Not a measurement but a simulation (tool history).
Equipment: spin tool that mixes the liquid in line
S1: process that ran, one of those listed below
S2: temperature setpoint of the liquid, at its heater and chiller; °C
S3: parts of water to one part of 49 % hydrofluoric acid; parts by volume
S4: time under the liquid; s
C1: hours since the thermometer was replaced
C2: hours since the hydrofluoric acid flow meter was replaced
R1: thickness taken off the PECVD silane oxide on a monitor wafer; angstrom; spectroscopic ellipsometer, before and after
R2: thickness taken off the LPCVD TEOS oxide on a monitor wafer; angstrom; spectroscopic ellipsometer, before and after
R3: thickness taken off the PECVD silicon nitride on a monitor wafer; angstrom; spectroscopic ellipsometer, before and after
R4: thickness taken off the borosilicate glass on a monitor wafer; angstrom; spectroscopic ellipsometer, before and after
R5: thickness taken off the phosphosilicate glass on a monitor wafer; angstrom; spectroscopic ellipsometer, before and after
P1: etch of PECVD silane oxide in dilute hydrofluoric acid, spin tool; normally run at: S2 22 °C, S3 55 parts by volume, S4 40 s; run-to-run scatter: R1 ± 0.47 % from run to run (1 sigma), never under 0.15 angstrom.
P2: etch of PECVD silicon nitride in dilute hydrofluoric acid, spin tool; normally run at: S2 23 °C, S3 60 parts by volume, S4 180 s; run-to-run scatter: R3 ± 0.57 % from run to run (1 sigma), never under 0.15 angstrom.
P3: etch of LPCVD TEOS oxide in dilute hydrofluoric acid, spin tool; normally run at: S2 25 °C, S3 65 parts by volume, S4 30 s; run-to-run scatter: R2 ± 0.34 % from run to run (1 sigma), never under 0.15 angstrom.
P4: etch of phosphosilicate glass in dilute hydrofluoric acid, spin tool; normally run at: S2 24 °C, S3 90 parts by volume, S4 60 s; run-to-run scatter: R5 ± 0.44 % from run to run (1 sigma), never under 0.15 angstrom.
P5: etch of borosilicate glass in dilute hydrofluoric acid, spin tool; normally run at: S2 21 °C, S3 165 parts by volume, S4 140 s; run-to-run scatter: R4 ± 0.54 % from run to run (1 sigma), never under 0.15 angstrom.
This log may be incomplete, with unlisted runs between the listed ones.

{"run": 1, "hour": 4.2, "S1": "P1", "S2": 22, "S3": 55, "S4": 40, "C1": 1174.1, "C2": 1151.9, "R1": 202.61}
{"run": 2, "hour": 9.1, "S1": "P3", "S2": 25, "S3": 65, "S4": 30, "C1": 1179, "C2": 1156.8, "R2": 282.27}
{"run": 3, "hour": 14.8, "S1": "P2", "S2": 23, "S3": 60, "S4": 65, "C1": 1184.7, "C2": 1162.5, "R3": 42.482}
{"run": 4, "hour": 22.6, "S1": "P3", "S2": 25, "S3": 25, "S4": 30, "C1": 1192.5, "C2": 1170.3, "R2": 768.1}
{"run": 5, "hour": 28.6, "S1": "P1", "S2": 22, "S3": 55, "S4": 40, "C1": 1198.5, "C2": 1176.3, "R1": 204.82}
{"run": 6, "hour": 36.5, "S1": "P1", "S2": 22, "S3": 55, "S4": 75, "C1": 1206.4, "C2": 1184.2, "R1": 385.39}
{"run": 7, "hour": 40.8, "S1": "P5", "S2": 27.5, "S3": 165, "S4": 140, "C1": 1210.7, "C2": 1188.5, "R4": 355.71}
{"run": 8, "hour": 44.9, "S1": "P4", "S2": 24, "S3": 90, "S4": 35, "C1": 1214.8, "C2": 1192.6, "R5": 291.19}
{"run": 9, "hour": 52.0, "S1": "P3", "S2": 32.5, "S3": 65, "S4": 30, "C1": 1221.9, "C2": 1199.7, "R2": 376.79}
{"run": 10, "hour": 56.3, "S1": "P1", "S2": 25.5, "S3": 55, "S4": 70, "C1": 1226.2, "C2": 1204, "R1": 411.48}
{"run": 11, "hour": 61.3, "S1": "P1", "S2": 22, "S3": 55, "S4": 40, "C1": 1231.2, "C2": 1209, "R1": 206.19}
{"run": 12, "hour": 67.3, "S1": "P2", "S2": 23, "S3": 85, "S4": 180, "C1": 1237.2, "C2": 1215, "R3": 83.726}
{"run": 13, "hour": 74.0, "S1": "P4", "S2": 24, "S3": 90, "S4": 60, "C1": 1243.9, "C2": 1221.7, "R5": 501.16}
{"run": 14, "hour": 79.5, "S1": "P5", "S2": 21, "S3": 165, "S4": 215, "C1": 1249.4, "C2": 1227.2, "R4": 420.88}
{"run": 15, "hour": 84.2, "S1": "P1", "S2": 22, "S3": 55, "S4": 40, "C1": 1254.1, "C2": 1231.9, "R1": 204.56}
{"run": 16, "hour": 88.9, "S1": "P1", "S2": 22, "S3": 55, "S4": 40, "C1": 1258.8, "C2": 1236.6, "R1": 203.66}
{"run": 17, "hour": 96.8, "S1": "P2", "S2": 31, "S3": 60, "S4": 180, "C1": 1266.7, "C2": 1244.5, "R3": 200.73}
{"run": 18, "hour": 100.9, "S1": "P3", "S2": 25, "S3": 65, "S4": 30, "C1": 1270.8, "C2": 1248.6, "R2": 282.68}
{"run": 19, "hour": 104.5, "S1": "P1", "S2": 22, "S3": 55, "S4": 40, "C1": 1274.4, "C2": 1252.2, "R1": 202.99}
{"run": 20, "hour": 111.8, "S1": "P1", "S2": 22, "S3": 55, "S4": 20, "C1": 1281.7, "C2": 1259.5, "R1": 101.28}
{"run": 21, "hour": 117.3, "S1": "P4", "S2": 32.5, "S3": 90, "S4": 60, "C1": 1287.2, "C2": 1265, "R5": 690.39}
{"run": 22, "hour": 124.0, "S1": "P3", "S2": 25, "S3": 65, "S4": 15, "C1": 1293.9, "C2": 1271.7, "R2": 140.3}
{"run": 23, "hour": 129.8, "S1": "P4", "S2": 24, "S3": 150, "S4": 60, "C1": 1299.7, "C2": 1277.5, "R5": 277.4}
{"run": 24, "hour": 135.2, "S1": "P5", "S2": 21, "S3": 165, "S4": 140, "C1": 1305.1, "C2": 1282.9, "R4": 274.85}
{"run": 25, "hour": 140.8, "S1": "P2", "S2": 23, "S3": 60, "S4": 180, "C1": 1310.7, "C2": 1288.5, "R3": 117.91}
{"run": 26, "hour": 148.2, "S1": "P4", "S2": 24, "S3": 90, "S4": 60, "C1": 1318.1, "C2": 1295.9, "R5": 500.63}
{"run": 27, "hour": 156.5, "S1": "P1", "S2": 22, "S3": 20, "S4": 40, "C1": 1326.4, "C2": 1304.2, "R1": 588.19}
{"run": 28, "hour": 160.9, "S1": "P1", "S2": 17, "S3": 90, "S4": 40, "C1": 1330.8, "C2": 1308.6, "R1": 97.213}
{"run": 29, "hour": 165.0, "S1": "P1", "S2": 17, "S3": 55, "S4": 65, "C1": 1334.9, "C2": 1312.7, "R1": 271.57}
{"hour": 169.1, "done": "thermometer replaced"}
{"run": 30, "hour": 173.3, "S1": "P1", "S2": 28, "S3": 55, "S4": 40, "C1": 4.3, "C2": 1321, "R1": 262.21}
{"run": 31, "hour": 180.3, "S1": "P2", "S2": 23, "S3": 60, "S4": 180, "C1": 11.3, "C2": 1328, "R3": 117.73}
{"run": 32, "hour": 186.0, "S1": "P1", "S2": 17, "S3": 55, "S4": 40, "C1": 17, "C2": 1333.7, "R1": 165.14}
{"run": 33, "hour": 190.1, "S1": "P5", "S2": 21, "S3": 55, "S4": 140, "C1": 21.1, "C2": 1337.8, "R4": 941.08}
{"run": 34, "hour": 196.4, "S1": "P1", "S2": 22, "S3": 95, "S4": 40, "C1": 27.4, "C2": 1344.1, "R1": 111.79}
{"run": 35, "hour": 203.0, "S1": "P1", "S2": 22, "S3": 55, "S4": 40, "C1": 34, "C2": 1350.7, "R1": 202.62}
{"run": 36, "hour": 208.9, "S1": "P1", "S2": 22, "S3": 55, "S4": 40, "C1": 39.9, "C2": 1356.6, "R1": 207.26}
{"run": 37, "hour": 216.8, "S1": "P1", "S2": 22, "S3": 55, "S4": 40, "C1": 47.8, "C2": 1364.5, "R1": 214.37}
{"run": 38, "hour": 223.3, "S1": "P1", "S2": 22, "S3": 55, "S4": 40, "C1": 54.3, "C2": 1371, "R1": 213.77}
{"run": 39, "hour": 230.8, "S1": "P1", "S2": 22, "S3": 55, "S4": 40, "C1": 61.8, "C2": 1378.5, "R1": 217.55}
{"run": 40, "hour": 237.6, "S1": "P1", "S2": 22, "S3": 55, "S4": 40, "C1": 68.6, "C2": 1385.3, "R1": 217.57}
{"run": 41, "hour": 245.5, "S1": "P1", "S2": 22, "S3": 55, "S4": 40, "C1": 76.5, "C2": 1393.2, "R1": 220.63}
{"run": 42, "hour": 252.1, "S1": "P1", "S2": 22, "S3": 55, "S4": 40, "C1": 83.1, "C2": 1399.8, "R1": 217.85}
{"run": 43, "hour": 258.6, "S1": "P1", "S2": 22, "S3": 55, "S4": 40, "C1": 89.6, "C2": 1406.3, "R1": 217.77}
{"run": 44, "hour": 262.8, "S1": "P1", "S2": 22, "S3": 55, "S4": 40, "C1": 93.8, "C2": 1410.5, "R1": 219.75}
{"run": 45, "hour": 267.6, "S1": "P1", "S2": 22, "S3": 55, "S4": 40, "C1": 98.6, "C2": 1415.3, "R1": 218.43}

P1 no longer gives what it gave before; its output has crept away from where it was. The following 2 causes, each at its listed size, fit the log equally well:
A: liquid hotter than its thermometer reads (K) = 1.69
B: hydrofluoric acid flow above the setpoint (%) = 6.77
At approximately hour 203, the process output began to creep.

Of the 4 check runs listed below, each run on one wafer and each result written as a question mark, which would let you distinguish the listed causes because they would give clearly different results?
{"run": "check 1", "hour": 272.4, "S1": "P5", "S2": 21, "S3": 165, "S4": 140, "R4": "?"}
{"run": "check 2", "hour": 272.4, "S1": "P3", "S2": 25, "S3": 65, "S4": 30, "R2": "?"}
{"run": "check 3", "hour": 272.4, "S1": "P2", "S2": 23, "S3": 60, "S4": 180, "R3": "?"}
{"run": "check 4", "hour": 272.4, "S1": "P4", "S2": 24, "S3": 90, "S4": 60, "R5": "?"}

What each check would give under each cause:
check=check_1 result=R4 if_A=295.87 if_B=299.17
check=check_2 result=R2 if_A=300.68 if_B=301.67
check=check_3 result=R3 if_A=132.38 if_B=125.99
check=check_4 result=R5 if_A=533.01 if_B=536.09
Per-check spread between the two closest causes, in the result where they differ most: check 1 1.11 %; check 2 0.33 %; check 3 4.95 %; check 4 0.58 %
Check 3 is the one run that separates the causes; every other check would come out nearly the same whichever cause is at work.

With check 3 done, the readings were: R3 130.62 angstrom. Identify which of the listed causes applies.

Of the candidate causes, it is A: liquid hotter than its thermometer reads (K).
